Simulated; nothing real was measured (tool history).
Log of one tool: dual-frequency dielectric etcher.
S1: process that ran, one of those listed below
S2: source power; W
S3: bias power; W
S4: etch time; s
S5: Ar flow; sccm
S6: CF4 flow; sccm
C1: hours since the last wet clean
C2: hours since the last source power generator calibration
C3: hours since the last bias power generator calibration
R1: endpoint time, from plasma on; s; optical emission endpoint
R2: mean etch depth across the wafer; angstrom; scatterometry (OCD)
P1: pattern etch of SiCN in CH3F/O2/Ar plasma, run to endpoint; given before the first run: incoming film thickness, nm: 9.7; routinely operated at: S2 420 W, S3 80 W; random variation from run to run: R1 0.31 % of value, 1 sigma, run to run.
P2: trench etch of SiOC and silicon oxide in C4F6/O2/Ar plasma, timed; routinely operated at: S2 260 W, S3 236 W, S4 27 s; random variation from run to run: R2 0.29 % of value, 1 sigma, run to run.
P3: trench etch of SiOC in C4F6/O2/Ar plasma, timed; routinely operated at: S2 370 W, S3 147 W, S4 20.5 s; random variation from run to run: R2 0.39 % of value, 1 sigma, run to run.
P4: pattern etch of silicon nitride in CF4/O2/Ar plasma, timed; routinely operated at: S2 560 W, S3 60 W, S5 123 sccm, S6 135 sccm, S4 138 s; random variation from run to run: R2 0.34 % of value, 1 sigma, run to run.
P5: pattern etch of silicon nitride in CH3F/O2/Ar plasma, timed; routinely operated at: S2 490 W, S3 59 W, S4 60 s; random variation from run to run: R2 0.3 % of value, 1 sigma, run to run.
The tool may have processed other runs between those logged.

run,hour,S1,S2,S3,S4,S5,S6,C1,C2,C3,R1,R2
1,7.9,P1,420,80,,,,135.9,225.9,182.7,24.25,
2,16.5,P2,260,236,39,,,144.5,234.5,191.3,,698.03
3,21.3,P2,180,236,27,,,149.3,239.3,196.1,,419.78
4,27.9,P4,560,60,138,123,96,155.9,245.9,202.7,,3040.7
5,37.5,P4,560,60,138,164,135,165.5,255.5,212.3,,3058.8
6,44.5,P4,780,60,138,123,135,172.5,262.5,219.3,,4261.4
7,52.2,P5,490,59,60,,,180.2,270.2,227,,434.37
8,57.8,P3,520,147,20.5,,,185.8,275.8,232.6,,443.85
9,62.5,P1,420,64,,,,190.5,280.5,237.3,26.215,
10,67.3,P2,260,331,27,,,195.3,285.3,242.1,,546.11
11,75.4,P3,370,147,14,,,203.4,293.4,250.2,,266.25
12,84.2,P4,560,46,138,123,135,212.2,302.2,259,,2858.5
13,90.9,P4,560,60,99,123,135,218.9,308.9,265.7,,2289.8
14,98.8,P4,560,60,138,123,135,226.8,316.8,273.6,,3167.4
15,106.3,P1,580,57,,,,234.3,324.3,281.1,23.996,
# hour 106.7: bias power generator calibrated
16,113.2,P2,260,236,27,,,241.2,331.2,6.6,,483.14
17,119.3,P1,510,80,,,,247.3,337.3,12.7,22.468,
18,124.3,P5,490,40,60,,,252.3,342.3,17.7,,389.09
19,134.5,P1,420,80,,,,262.5,352.5,27.9,24.219,
20,141.8,P4,560,60,138,123,135,269.8,359.8,35.2,,3161.7
21,148,P1,420,111,,,,276,366,41.4,21.363,
22,157.3,P1,300,80,,,,285.3,375.3,50.7,27.365,
23,163.5,P1,420,80,,,,291.5,381.5,56.9,24.414,
24,172.1,P3,370,147,20.5,,,300.1,390.1,65.5,,390.48

Estimate the outcome of run 25 from the log above:
25,177.1,P3,370,179,20.5,,,305.1,395.1,70.5,,?

Run 25 yielded R2 413.02 angstrom.
